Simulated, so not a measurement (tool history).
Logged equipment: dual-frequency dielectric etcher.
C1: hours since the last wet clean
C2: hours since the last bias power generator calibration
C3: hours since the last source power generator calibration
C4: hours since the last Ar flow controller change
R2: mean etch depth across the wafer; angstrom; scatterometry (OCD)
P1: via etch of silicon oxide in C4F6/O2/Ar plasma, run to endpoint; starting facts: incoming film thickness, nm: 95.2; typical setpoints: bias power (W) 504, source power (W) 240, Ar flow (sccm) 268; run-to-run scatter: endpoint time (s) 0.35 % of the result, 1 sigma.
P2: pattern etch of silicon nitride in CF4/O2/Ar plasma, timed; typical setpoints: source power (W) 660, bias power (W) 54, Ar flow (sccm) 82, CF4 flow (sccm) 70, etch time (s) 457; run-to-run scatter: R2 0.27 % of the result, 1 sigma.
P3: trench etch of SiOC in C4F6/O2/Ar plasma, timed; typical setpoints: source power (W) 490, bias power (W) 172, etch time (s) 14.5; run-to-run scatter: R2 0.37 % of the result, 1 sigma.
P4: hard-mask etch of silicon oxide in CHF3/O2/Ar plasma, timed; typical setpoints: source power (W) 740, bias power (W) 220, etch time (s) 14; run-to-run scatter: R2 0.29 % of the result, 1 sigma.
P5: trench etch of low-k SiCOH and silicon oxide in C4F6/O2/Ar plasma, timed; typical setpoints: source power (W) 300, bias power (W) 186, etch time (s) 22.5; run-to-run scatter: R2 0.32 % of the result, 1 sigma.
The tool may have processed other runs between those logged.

Run 1, hour 10.5: process that ran P1, bias power (W) 504, source power (W) 240, Ar flow (sccm) 268; C1 93.4; C2 1229.2; C3 1242.2; C4 925.4. Result: endpoint time (s) 24.433.
Run 2, hour 20.7: process that ran P3, bias power (W) 228, source power (W) 490, etch time (s) 14.5; C1 103.6; C2 1239.4; C3 1252.4; C4 935.6. Result: R2 339.28 angstrom.
Run 3, hour 28.2: process that ran P2, bias power (W) 54, source power (W) 840, Ar flow (sccm) 82, etch time (s) 457, CF4 flow (sccm) 70; C1 111.1; C2 1246.9; C3 1259.9; C4 943.1. Result: R2 13196 angstrom.
Run 4, hour 36.1: process that ran P5, bias power (W) 186, source power (W) 410, etch time (s) 22.5; C1 119; C2 1254.8; C3 1267.8; C4 951. Result: R2 695.52 angstrom.
Run 5, hour 45.6: process that ran P4, bias power (W) 144, source power (W) 740, etch time (s) 14; C1 128.5; C2 1264.3; C3 1277.3; C4 960.5. Result: R2 284.74 angstrom.
Run 6, hour 54.8: process that ran P1, bias power (W) 633, source power (W) 240, Ar flow (sccm) 268; C1 137.7; C2 1273.5; C3 1286.5; C4 969.7. Result: endpoint time (s) 22.437.
Run 7, hour 66.5: process that ran P1, bias power (W) 504, source power (W) 150, Ar flow (sccm) 268; C1 149.4; C2 1285.2; C3 1298.2; C4 981.4. Result: endpoint time (s) 28.876.
Run 8, hour 77.9: process that ran P1, bias power (W) 504, source power (W) 240, Ar flow (sccm) 268; C1 160.8; C2 1296.6; C3 1309.6; C4 992.8. Result: endpoint time (s) 24.349.
Run 9, hour 84.6: process that ran P5, bias power (W) 186, source power (W) 300, etch time (s) 22.5; C1 167.5; C2 1303.3; C3 1316.3; C4 999.5. Result: R2 614.75 angstrom.
Run 10, hour 94.2: process that ran P2, bias power (W) 54, source power (W) 660, Ar flow (sccm) 82, etch time (s) 457, CF4 flow (sccm) 70; C1 177.1; C2 1312.9; C3 1325.9; C4 1009.1. Result: R2 10703 angstrom.
Run 11, hour 103.9: process that ran P1, bias power (W) 504, source power (W) 240, Ar flow (sccm) 358; C1 186.8; C2 1322.6; C3 1335.6; C4 1018.8. Result: endpoint time (s) 25.272.
Run 12, hour 114: process that ran P2, bias power (W) 54, source power (W) 660, Ar flow (sccm) 82, etch time (s) 457, CF4 flow (sccm) 99; C1 196.9; C2 1332.7; C3 1345.7; C4 1028.9. Result: R2 11198 angstrom.
Run 13, hour 120.6: process that ran P3, bias power (W) 172, source power (W) 600, etch time (s) 14.5; C1 203.5; C2 1339.3; C3 1352.3; C4 1035.5. Result: R2 338.02 angstrom.
Run 14, hour 129.4: process that ran P1, bias power (W) 324, source power (W) 240, Ar flow (sccm) 268; C1 212.3; C2 1348.1; C3 1361.1; C4 1044.3. Result: endpoint time (s) 28.758.
Run 15, hour 139.8: process that ran P2, bias power (W) 54, source power (W) 660, Ar flow (sccm) 82, etch time (s) 260, CF4 flow (sccm) 70; C1 222.7; C2 1358.5; C3 1371.5; C4 1054.7. Result: R2 6110.5 angstrom.
Run 16, hour 151.3: process that ran P4, bias power (W) 220, source power (W) 740, etch time (s) 14; C1 234.2; C2 1370; C3 1383; C4 1066.2. Result: R2 329.68 angstrom.
Run 17, hour 156.7: process that ran P1, bias power (W) 504, source power (W) 320, Ar flow (sccm) 343; C1 239.6; C2 1375.4; C3 1388.4; C4 1071.6. Result: endpoint time (s) 22.687.
Run 18, hour 165.4: process that ran P5, bias power (W) 113, source power (W) 300, etch time (s) 22.5; C1 248.3; C2 1384.1; C3 1397.1; C4 1080.3. Result: R2 530.65 angstrom.
Run 19, hour 173: process that ran P3, bias power (W) 172, source power (W) 490, etch time (s) 21; C1 255.9; C2 1391.7; C3 1404.7; C4 1087.9. Result: R2 450.67 angstrom.
Run 20, hour 179.9: process that ran P2, bias power (W) 54, source power (W) 660, Ar flow (sccm) 108, etch time (s) 457, CF4 flow (sccm) 70; C1 262.8; C2 1398.6; C3 1411.6; C4 1094.8. Result: R2 10300 angstrom.
Run 21, hour 186.4: process that ran P4, bias power (W) 220, source power (W) 960, etch time (s) 14; C1 269.3; C2 1405.1; C3 1418.1; C4 1101.3. Result: R2 362.09 angstrom.
Run 22, hour 194.6: process that ran P1, bias power (W) 504, source power (W) 290, Ar flow (sccm) 268; C1 277.5; C2 1413.3; C3 1426.3; C4 1109.5. Result: endpoint time (s) 22.888.
Run 23, hour 204.3: process that ran P2, bias power (W) 54, source power (W) 660, Ar flow (sccm) 82, etch time (s) 457, CF4 flow (sccm) 70; C1 287.2; C2 1423; C3 1436; C4 1119.2. Result: R2 10699 angstrom.
At hour 211.6: wet clean of the chamber.
Run 24, hour 215.9: process that ran P1, bias power (W) 504, source power (W) 240, Ar flow (sccm) 268; C1 4.4; C2 1434.6; C3 1447.6; C4 1130.8. Result: endpoint time (s) 24.534.
Run 25, hour 222: process that ran P2, bias power (W) 71, source power (W) 660, Ar flow (sccm) 82, etch time (s) 457, CF4 flow (sccm) 70; C1 10.5; C2 1440.7; C3 1453.7; C4 1136.9. Result: R2 11967 angstrom.
Run 26, hour 231.2: process that ran P5, bias power (W) 186, source power (W) 300, etch time (s) 17.5; C1 19.7; C2 1449.9; C3 1462.9; C4 1146.1. Result: R2 479.73 angstrom.
Run 27, hour 238.3: process that ran P3, bias power (W) 172, source power (W) 490, etch time (s) 14.5; C1 26.8; C2 1457; C3 1470; C4 1153.2. Result: R2 311.22 angstrom.
Run 28, hour 247.7: process that ran P1, bias power (W) 504, source power (W) 240, Ar flow (sccm) 268; C1 36.2; C2 1466.4; C3 1479.4; C4 1162.6. Result: endpoint time (s) 24.449.
Run 29, hour 257.4: process that ran P1, bias power (W) 361, source power (W) 240, Ar flow (sccm) 212; C1 45.9; C2 1476.1; C3 1489.1; C4 1172.3. Result: endpoint time (s) 27.056.
Run 30, hour 262.8: process that ran P1, bias power (W) 504, source power (W) 280, Ar flow (sccm) 348; C1 51.3; C2 1481.5; C3 1494.5; C4 1177.7. Result: endpoint time (s) 23.661.

Run 31 has not been measured yet. What should we expect?
Run 31, hour 271.8: process that ran P4, bias power (W) 220, source power (W) 740, etch time (s) 10.5; C1 60.3; C2 1490.5; C3 1503.5; C4 1186.7. Result: R2 ?.

{"run 31": {"R2": 246.21}}
